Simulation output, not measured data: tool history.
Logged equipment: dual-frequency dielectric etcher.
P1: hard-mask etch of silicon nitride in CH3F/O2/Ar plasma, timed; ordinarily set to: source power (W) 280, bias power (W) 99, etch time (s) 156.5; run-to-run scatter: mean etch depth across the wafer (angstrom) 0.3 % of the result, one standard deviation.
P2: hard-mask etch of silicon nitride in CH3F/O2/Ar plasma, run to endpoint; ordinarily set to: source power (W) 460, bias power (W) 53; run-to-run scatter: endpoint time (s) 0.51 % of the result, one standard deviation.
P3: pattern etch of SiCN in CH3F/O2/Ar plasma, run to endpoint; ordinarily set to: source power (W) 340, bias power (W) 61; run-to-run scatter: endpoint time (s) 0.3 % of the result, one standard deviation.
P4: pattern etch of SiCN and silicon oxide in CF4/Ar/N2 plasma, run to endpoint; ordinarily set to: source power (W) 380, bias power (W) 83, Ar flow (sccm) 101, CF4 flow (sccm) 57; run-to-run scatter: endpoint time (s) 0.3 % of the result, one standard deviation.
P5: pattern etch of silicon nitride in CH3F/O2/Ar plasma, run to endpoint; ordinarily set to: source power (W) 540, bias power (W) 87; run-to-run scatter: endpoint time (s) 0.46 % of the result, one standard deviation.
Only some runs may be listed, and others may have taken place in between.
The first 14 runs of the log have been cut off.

run,hour,process that ran,source power (W),bias power (W),etch time (s),Ar flow (sccm),CF4 flow (sccm),mean etch depth across the wafer (angstrom),endpoint time (s)
15,59.9,P2,460,53,,,,,48.648
16,63.7,P1,280,99,156.5,,,1083.10,
17,68.7,P1,280,99,156.5,,,1086.10,
18,73.6,P1,280,99,156.5,,,1083.10,
19,77.7,P1,200,122,156.5,,,1041.80,
20,83.3,P1,280,99,156.5,,,1082.70,
21,86.5,P1,280,99,156.5,,,1088.70,
22,90.8,P4,380,83,,59,57,,20.642
23,93.3,P1,180,99,156.5,,,916.44,
24,96.9,P3,420,61,,,,,26.496
25,102.4,P4,380,83,,101,80,,21.105
26,107.6,P4,290,83,,101,57,,28.044
27,113.1,P4,380,83,,101,57,,22.156
28,116.6,P1,280,99,230.5,,,1601.60,
29,119.8,P1,280,99,97.0,,,668.32,
30,123.6,P1,280,63,156.5,,,919.62,

Run 31 comes next. What will it give?
31,129.0,P1,220,99,191.5,,,?,

Run 31 measured mean etch depth across the wafer (angstrom) 1219.90.
